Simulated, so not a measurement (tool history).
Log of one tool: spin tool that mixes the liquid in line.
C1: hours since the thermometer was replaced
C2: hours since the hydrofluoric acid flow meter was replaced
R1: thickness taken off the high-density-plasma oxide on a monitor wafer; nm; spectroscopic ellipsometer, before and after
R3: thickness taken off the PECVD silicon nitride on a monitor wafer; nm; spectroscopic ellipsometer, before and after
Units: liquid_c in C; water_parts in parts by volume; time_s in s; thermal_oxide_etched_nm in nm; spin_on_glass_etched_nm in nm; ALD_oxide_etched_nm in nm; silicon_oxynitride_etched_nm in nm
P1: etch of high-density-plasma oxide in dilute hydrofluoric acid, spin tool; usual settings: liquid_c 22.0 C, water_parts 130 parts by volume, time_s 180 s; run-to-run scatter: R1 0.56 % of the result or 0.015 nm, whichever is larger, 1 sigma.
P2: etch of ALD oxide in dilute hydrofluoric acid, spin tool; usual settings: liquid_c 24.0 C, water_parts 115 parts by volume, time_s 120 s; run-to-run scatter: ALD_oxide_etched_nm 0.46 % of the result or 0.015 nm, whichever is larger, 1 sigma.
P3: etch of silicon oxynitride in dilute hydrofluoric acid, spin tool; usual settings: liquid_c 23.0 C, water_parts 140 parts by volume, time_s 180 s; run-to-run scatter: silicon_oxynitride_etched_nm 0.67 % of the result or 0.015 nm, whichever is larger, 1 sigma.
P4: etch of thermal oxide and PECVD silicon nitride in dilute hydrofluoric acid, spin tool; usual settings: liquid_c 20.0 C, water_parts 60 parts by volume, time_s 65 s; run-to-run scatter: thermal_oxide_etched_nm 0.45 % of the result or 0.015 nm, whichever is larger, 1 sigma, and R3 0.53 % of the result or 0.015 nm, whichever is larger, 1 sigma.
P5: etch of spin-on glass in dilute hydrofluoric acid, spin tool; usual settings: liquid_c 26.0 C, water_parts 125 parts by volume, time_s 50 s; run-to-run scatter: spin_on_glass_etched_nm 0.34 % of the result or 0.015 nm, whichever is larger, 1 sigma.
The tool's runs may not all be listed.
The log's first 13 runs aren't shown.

Run 14, hour 74.8: process P1, liquid_c 28.5 C, water_parts 130 parts by volume, time_s 180 s; C1 225.1; C2 356.6. Result: R1 13.3380 nm.
Run 15, hour 81.0: process P2, liquid_c 24.0 C, water_parts 115 parts by volume, time_s 120 s; C1 231.3; C2 362.8. Result: ALD_oxide_etched_nm 12.1490 nm.
Run 16, hour 85.4: process P2, liquid_c 24.0 C, water_parts 115 parts by volume, time_s 15 s; C1 235.7; C2 367.2. Result: ALD_oxide_etched_nm 1.4936 nm.
Run 17, hour 89.9: process P5, liquid_c 26.0 C, water_parts 125 parts by volume, time_s 50 s; C1 240.2; C2 371.7. Result: spin_on_glass_etched_nm 25.612 nm.
Run 18, hour 94.7: process P5, liquid_c 26.0 C, water_parts 125 parts by volume, time_s 50 s; C1 245.0; C2 376.5. Result: spin_on_glass_etched_nm 25.872 nm.
Run 19, hour 99.8: process P3, liquid_c 23.0 C, water_parts 140 parts by volume, time_s 180 s; C1 250.1; C2 381.6. Result: silicon_oxynitride_etched_nm 3.04500 nm.
Run 20, hour 104.0: process P1, liquid_c 22.0 C, water_parts 130 parts by volume, time_s 180 s; C1 254.3; C2 385.8. Result: R1 10.4480 nm.
Run 21, hour 109.0: process P3, liquid_c 17.0 C, water_parts 140 parts by volume, time_s 180 s; C1 259.3; C2 390.8. Result: silicon_oxynitride_etched_nm 2.32020 nm.
Run 22, hour 112.5: process P1, liquid_c 22.0 C, water_parts 130 parts by volume, time_s 180 s; C1 262.8; C2 394.3. Result: R1 10.3320 nm.
Run 23, hour 116.4: process P1, liquid_c 22.0 C, water_parts 65 parts by volume, time_s 180 s; C1 266.7; C2 398.2. Result: R1 22.3880 nm.
Run 24, hour 121.2: process P3, liquid_c 23.0 C, water_parts 140 parts by volume, time_s 15 s; C1 271.5; C2 403.0. Result: silicon_oxynitride_etched_nm 0.25041 nm.

Run 25 comes next. What will it give?
Run 25, hour 128.0: process P1, liquid_c 22.0 C, water_parts 130 parts by volume, time_s 360 s; C1 278.3; C2 409.8. Result: R1 ?.

{"run 25": {"R1": 20.796}}
